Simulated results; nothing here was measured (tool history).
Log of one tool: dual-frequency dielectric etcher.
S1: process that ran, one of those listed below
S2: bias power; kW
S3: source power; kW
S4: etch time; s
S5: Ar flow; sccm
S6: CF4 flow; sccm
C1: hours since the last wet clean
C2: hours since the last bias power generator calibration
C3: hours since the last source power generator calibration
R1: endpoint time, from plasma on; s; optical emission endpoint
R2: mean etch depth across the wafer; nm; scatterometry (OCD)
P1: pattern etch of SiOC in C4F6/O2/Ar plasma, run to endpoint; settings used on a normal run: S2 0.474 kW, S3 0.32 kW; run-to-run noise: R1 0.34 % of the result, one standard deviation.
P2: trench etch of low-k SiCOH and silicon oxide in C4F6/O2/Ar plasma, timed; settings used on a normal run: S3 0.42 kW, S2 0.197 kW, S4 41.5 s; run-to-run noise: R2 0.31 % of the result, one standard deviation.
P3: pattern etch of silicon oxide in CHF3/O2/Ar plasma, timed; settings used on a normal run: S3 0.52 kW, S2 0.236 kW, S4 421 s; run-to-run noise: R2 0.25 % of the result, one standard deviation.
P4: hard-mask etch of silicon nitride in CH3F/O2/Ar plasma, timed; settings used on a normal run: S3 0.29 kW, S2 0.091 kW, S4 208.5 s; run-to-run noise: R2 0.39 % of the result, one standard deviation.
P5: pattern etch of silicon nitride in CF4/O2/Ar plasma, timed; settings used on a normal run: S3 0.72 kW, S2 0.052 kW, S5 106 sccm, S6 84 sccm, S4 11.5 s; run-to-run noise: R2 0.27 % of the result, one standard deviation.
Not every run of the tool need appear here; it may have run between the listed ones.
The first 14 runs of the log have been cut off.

run   hour  S1     S2    S3     S4   S5  S6     C1     C2     C3      R1      R2
 15  179.3  P5  0.052  0.85   11.5  106  84  580.2  588.5  763.7          33.983
 16  193.6  P2  0.197  0.28   41.5           594.5  602.8    778          119.17
 17    201  P3  0.149  0.52    421           601.9  610.2  785.4          750.57
 18    216  P2  0.197  0.42   41.5           616.9  625.2  800.4          138.18
 19  223.8  P1  0.474  0.32                  624.7    633  808.2  14.058
 20  240.7  P1  0.607  0.22                  641.6  649.9  825.1  14.746
     241.4  -- source power generator calibrated
 21  254.6  P5  0.052  0.72   11.5  106  84  655.5  663.8   13.2          29.486
 22  270.1  P4  0.122  0.29  208.5             671  679.3   28.7          161.79
 23  281.9  P4  0.091  0.34  208.5           682.8  691.1   40.5           151.4
 24  298.1  P1  0.671  0.32                    699  707.3   56.7  12.409
 25  311.7  P4  0.091  0.29  151.5           712.6  720.9   70.3           104.4
 26    325  P5  0.052  0.72   11.5  140  84  725.9  734.2   83.6          28.269
 27  341.1  P1  0.474  0.22                    742  750.3   99.7  16.283
 28  355.9  P2  0.197  0.42   55.5           756.8  765.1  114.5          186.27
 29  364.7  P1  0.365  0.38                  765.6  773.9  123.3   14.63
 30  377.1  P3  0.236  0.52  288.5             778  786.3  135.7          603.22
 31  392.3  P5  0.052  0.72   15.5  106  84  793.2  801.5  150.9          39.625
 32  406.5  P1  0.474  0.32                  807.4  815.7  165.1   14.15
 33  419.7  P1  0.474  0.32                  820.6  828.9  178.3  14.269
 34  432.8  P1  0.474  0.32                  833.7    842  191.4  14.249
 35  444.7  P1  0.474  0.32                  845.6  853.9  203.3  14.389
 36  459.4  P1  0.474  0.32                  860.3  868.6    218  14.447
 37  472.6  P1  0.474  0.32                  873.5  881.8  231.2   14.42
 38    487  P1  0.474  0.32                  887.9  896.2  245.6  14.295

Estimate the outcome of run 39 from the log above:
     487.2  -- wet clean of the chamber
 39  498.9  P1  0.474  0.32              11.8  908.1  257.5   ?

{"run 39": {"R1": 14.367}}
